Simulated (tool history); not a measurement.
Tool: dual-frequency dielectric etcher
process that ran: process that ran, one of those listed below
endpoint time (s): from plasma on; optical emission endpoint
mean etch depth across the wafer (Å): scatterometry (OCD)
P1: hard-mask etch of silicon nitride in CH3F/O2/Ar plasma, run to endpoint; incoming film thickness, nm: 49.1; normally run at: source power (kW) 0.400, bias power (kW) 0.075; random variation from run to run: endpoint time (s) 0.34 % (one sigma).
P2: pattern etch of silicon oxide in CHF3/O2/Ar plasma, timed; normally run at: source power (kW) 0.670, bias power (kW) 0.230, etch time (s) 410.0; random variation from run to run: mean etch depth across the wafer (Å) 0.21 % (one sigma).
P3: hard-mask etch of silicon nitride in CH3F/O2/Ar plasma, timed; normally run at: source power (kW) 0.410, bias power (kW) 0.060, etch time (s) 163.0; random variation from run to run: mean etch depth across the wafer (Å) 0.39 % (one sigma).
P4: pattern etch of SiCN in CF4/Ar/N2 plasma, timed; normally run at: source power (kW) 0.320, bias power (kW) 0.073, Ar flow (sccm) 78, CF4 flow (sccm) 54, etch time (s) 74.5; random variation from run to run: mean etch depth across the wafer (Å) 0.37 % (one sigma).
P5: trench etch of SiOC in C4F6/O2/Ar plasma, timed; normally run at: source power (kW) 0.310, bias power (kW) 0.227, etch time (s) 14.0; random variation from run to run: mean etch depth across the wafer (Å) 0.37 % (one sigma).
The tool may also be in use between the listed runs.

| run | day | process that ran | source power (kW) | bias power (kW) | etch time (s) | Ar flow (sccm) | CF4 flow (sccm) | endpoint time (s) | mean etch depth across the wafer (Å) |
|---|---|---|---|---|---|---|---|---|---|
| 1 | 0.192 | P1 | 0.400 | 0.075 |  |  |  | 70.750 |  |
| 2 | 0.450 | P1 | 0.400 | 0.075 |  |  |  | 70.672 |  |
| 3 | 0.742 | P1 | 0.400 | 0.075 |  |  |  | 71.252 |  |
| 4 | 0.988 | P3 | 0.410 | 0.037 | 163.0 |  |  |  | 925.88 |
| 5 | 1.217 | P1 | 0.280 | 0.056 |  |  |  | 90.025 |  |
| 6 | 1.375 | P1 | 0.400 | 0.045 |  |  |  | 83.623 |  |
| 7 | 1.546 | P4 | 0.320 | 0.073 | 74.5 | 58 | 54 |  | 494.83 |
| 8 | 1.792 | P1 | 0.520 | 0.075 |  |  |  | 64.362 |  |
| 9 | 2.029 | P4 | 0.320 | 0.073 | 74.5 | 78 | 37 |  | 448.46 |
| 10 | 2.200 | P5 | 0.310 | 0.227 | 14.0 |  |  |  | 292.53 |
| 11 | 2.433 | P3 | 0.550 | 0.060 | 163.0 |  |  |  | 1207.40 |
| 12 | 2.746 | P1 | 0.400 | 0.075 |  |  |  | 71.177 |  |
| 13 | 3.083 | P5 | 0.440 | 0.227 | 14.0 |  |  |  | 333.35 |
| 14 | 3.292 | P2 | 0.670 | 0.230 | 410.0 |  |  |  | 9057.50 |
| 15 | 3.492 | P4 | 0.320 | 0.073 | 74.5 | 78 | 54 |  | 474.44 |
| 16 | 3.758 | P5 | 0.310 | 0.227 | 11.0 |  |  |  | 229.82 |
| 17 | 3.975 | P1 | 0.320 | 0.075 |  |  |  | 76.777 |  |
| 18 | 4.133 | P3 | 0.410 | 0.060 | 163.0 |  |  |  | 1084.40 |
| 19 | 4.450 | P2 | 0.670 | 0.230 | 259.0 |  |  |  | 5706.30 |
| 20 | 4.675 | P4 | 0.320 | 0.057 | 74.5 | 78 | 54 |  | 438.98 |
| 21 | 4.962 | P2 | 0.670 | 0.317 | 410.0 |  |  |  | 10173.00 |
| 22 | 5.121 | P1 | 0.400 | 0.075 |  |  |  | 70.997 |  |
| 23 | 5.392 | P2 | 0.670 | 0.230 | 410.0 |  |  |  | 9059.10 |
| 24 | 5.700 | P1 | 0.400 | 0.102 |  |  |  | 63.369 |  |
| 25 | 5.875 | P5 | 0.310 | 0.166 | 14.0 |  |  |  | 264.34 |
| 26 | 6.204 | P3 | 0.410 | 0.060 | 163.0 |  |  |  | 1081.30 |
| 27 | 6.492 | P4 | 0.320 | 0.073 | 53.0 | 78 | 54 |  | 338.22 |
| 28 | 6.650 | P2 | 0.450 | 0.230 | 410.0 |  |  |  | 7762.10 |
| 29 | 6.950 | P1 | 0.400 | 0.075 |  |  |  | 70.696 |  |
| 30 | 7.175 | P5 | 0.310 | 0.227 | 14.0 |  |  |  | 293.54 |
| 31 | 7.338 | P4 | 0.430 | 0.073 | 74.5 | 78 | 54 |  | 613.59 |
| 32 | 7.529 | P3 | 0.410 | 0.060 | 120.5 |  |  |  | 794.06 |
| 33 | 7.754 | P1 | 0.400 | 0.075 |  |  |  | 71.200 |  |
| 34 | 8.079 | P1 | 0.400 | 0.075 |  |  |  | 71.906 |  |
| 35 | 8.225 | P1 | 0.400 | 0.075 |  |  |  | 72.103 |  |
| 36 | 8.462 | P1 | 0.400 | 0.075 |  |  |  | 71.673 |  |
| 37 | 8.654 | P1 | 0.400 | 0.075 |  |  |  | 72.055 |  |
| 38 | 8.800 | P1 | 0.400 | 0.075 |  |  |  | 72.071 |  |
| 39 | 9.050 | P1 | 0.400 | 0.075 |  |  |  | 71.916 |  |
|  | 9.162 | wet clean of the chamber |
| 40 | 9.379 | P1 | 0.400 | 0.075 |  |  |  | 71.965 |  |
| 41 | 9.658 | P1 | 0.400 | 0.075 |  |  |  | 72.116 |  |
| 42 | 9.858 | P1 | 0.400 | 0.075 |  |  |  | 72.344 |  |

What P1 gives has crept away from where it was. These 2 causes fit the log equally well, each at the size given:
A: source power that arrives under what is set, % = 4.38
B: bias power that arrives under what is set, % = 4.81
The creep began at about day 7.754.
Why every other cause is out:
chamber walls in a state that lowers the etch rate, %: serviced at day 9.162, which brought nothing back

4 check runs are offered, each on 2 wafers whose results are averaged, their results left as question marks. Which one tells the causes apart?
| check 1 | 10.058 | P5 | 0.310 | 0.227 | 14.0 |  |  |  | ? |
| check 2 | 10.058 | P3 | 0.410 | 0.060 | 163.0 |  |  |  | ? |
| check 3 | 10.058 | P2 | 0.670 | 0.230 | 410.0 |  |  |  | ? |
| check 4 | 10.058 | P4 | 0.320 | 0.073 | 74.5 | 78 | 54 |  | ? |

What each check would give under each cause:
| check | result | if A | if B |
|---|---|---|---|
| check 1 | mean etch depth across the wafer (Å) | 287.77 | 287.92 |
| check 2 | mean etch depth across the wafer (Å) | 1058.80 | 1060.00 |
| check 3 | mean etch depth across the wafer (Å) | 8889.00 | 8886.90 |
| check 4 | mean etch depth across the wafer (Å) | 456.44 | 466.45 |
How far apart the two closest causes lie, in the result that separates them most: check 1 0.05 %; check 2 0.11 %; check 3 0.02 %; check 4 2.17 %
Only check 4 tells the causes apart: in the others they would give nearly the same result.

Then check 4 was run and gave: mean etch depth across the wafer (Å) 467.01. Which cause is it?

It is B: bias power that arrives under what is set, %.
